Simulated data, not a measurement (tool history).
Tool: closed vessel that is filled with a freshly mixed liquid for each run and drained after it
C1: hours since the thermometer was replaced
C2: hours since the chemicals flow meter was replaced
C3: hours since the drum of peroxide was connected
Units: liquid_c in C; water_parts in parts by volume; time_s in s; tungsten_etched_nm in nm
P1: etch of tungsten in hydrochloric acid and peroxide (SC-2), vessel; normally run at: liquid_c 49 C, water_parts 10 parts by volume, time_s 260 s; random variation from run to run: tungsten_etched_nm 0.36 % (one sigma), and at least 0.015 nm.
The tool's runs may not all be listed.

{"run": 1, "day": 0.75, "liquid_c": 49, "water_parts": 10, "time_s": 260, "C1": 782.1, "C2": 519.2, "C3": 203.6, "tungsten_etched_nm": 53.975}
{"run": 2, "day": 1.167, "liquid_c": 49, "water_parts": 10, "time_s": 510, "C1": 792.1, "C2": 529.2, "C3": 213.6, "tungsten_etched_nm": 105.22}
{"run": 3, "day": 1.8, "liquid_c": 49, "water_parts": 16.5, "time_s": 260, "C1": 807.3, "C2": 544.4, "C3": 228.8, "tungsten_etched_nm": 34.948}
{"run": 4, "day": 2.308, "liquid_c": 36, "water_parts": 10, "time_s": 260, "C1": 819.5, "C2": 556.6, "C3": 241, "tungsten_etched_nm": 21.809}
{"run": 5, "day": 2.921, "liquid_c": 49, "water_parts": 10, "time_s": 30, "C1": 834.2, "C2": 571.3, "C3": 255.7, "tungsten_etched_nm": 6.2483}
{"run": 6, "day": 3.333, "liquid_c": 49, "water_parts": 14, "time_s": 390, "C1": 844.1, "C2": 581.2, "C3": 265.6, "tungsten_etched_nm": 61.026}
{"run": 7, "day": 3.717, "liquid_c": 49, "water_parts": 10, "time_s": 260, "C1": 853.3, "C2": 590.4, "C3": 274.8, "tungsten_etched_nm": 53.636}
{"run": 8, "day": 4.138, "liquid_c": 63, "water_parts": 10, "time_s": 260, "C1": 863.4, "C2": 600.5, "C3": 284.9, "tungsten_etched_nm": 132.24}
{"run": 9, "day": 4.592, "liquid_c": 49, "water_parts": 4, "time_s": 260, "C1": 874.3, "C2": 611.4, "C3": 295.8, "tungsten_etched_nm": 108.22}
{"run": 10, "day": 5.383, "liquid_c": 49, "water_parts": 10, "time_s": 260, "C1": 893.3, "C2": 630.4, "C3": 314.8, "tungsten_etched_nm": 54.115}
{"run": 11, "day": 6.1, "liquid_c": 49, "water_parts": 10, "time_s": 260, "C1": 910.5, "C2": 647.6, "C3": 332, "tungsten_etched_nm": 54.111}
{"run": 12, "day": 6.65, "liquid_c": 49, "water_parts": 10, "time_s": 260, "C1": 923.7, "C2": 660.8, "C3": 345.2, "tungsten_etched_nm": 54.105}
{"run": 13, "day": 7.096, "liquid_c": 49, "water_parts": 10, "time_s": 260, "C1": 934.4, "C2": 671.5, "C3": 355.9, "tungsten_etched_nm": 55.558}
{"run": 14, "day": 7.512, "liquid_c": 49, "water_parts": 10, "time_s": 260, "C1": 944.4, "C2": 681.5, "C3": 365.9, "tungsten_etched_nm": 56.456}
{"run": 15, "day": 7.979, "liquid_c": 49, "water_parts": 10, "time_s": 260, "C1": 955.6, "C2": 692.7, "C3": 377.1, "tungsten_etched_nm": 56.927}
{"run": 16, "day": 8.521, "liquid_c": 49, "water_parts": 10, "time_s": 260, "C1": 968.6, "C2": 705.7, "C3": 390.1, "tungsten_etched_nm": 57.902}
{"run": 17, "day": 8.954, "liquid_c": 49, "water_parts": 10, "time_s": 260, "C1": 979, "C2": 716.1, "C3": 400.5, "tungsten_etched_nm": 58.257}
{"run": 18, "day": 9.529, "liquid_c": 49, "water_parts": 10, "time_s": 260, "C1": 992.8, "C2": 729.9, "C3": 414.3, "tungsten_etched_nm": 58.323}
{"run": 19, "day": 9.917, "liquid_c": 49, "water_parts": 10, "time_s": 260, "C1": 1002.1, "C2": 739.2, "C3": 423.6, "tungsten_etched_nm": 58.374}
{"run": 20, "day": 10.429, "liquid_c": 49, "water_parts": 10, "time_s": 260, "C1": 1014.4, "C2": 751.5, "C3": 435.9, "tungsten_etched_nm": 58.731}

Forecast run 21:
{"run": 21, "day": 11.15, "liquid_c": 49, "water_parts": 10, "time_s": 260, "C1": 1031.7, "C2": 768.8, "C3": 453.2, "tungsten_etched_nm": "?"}

tungsten_etched_nm: 58.459 nm
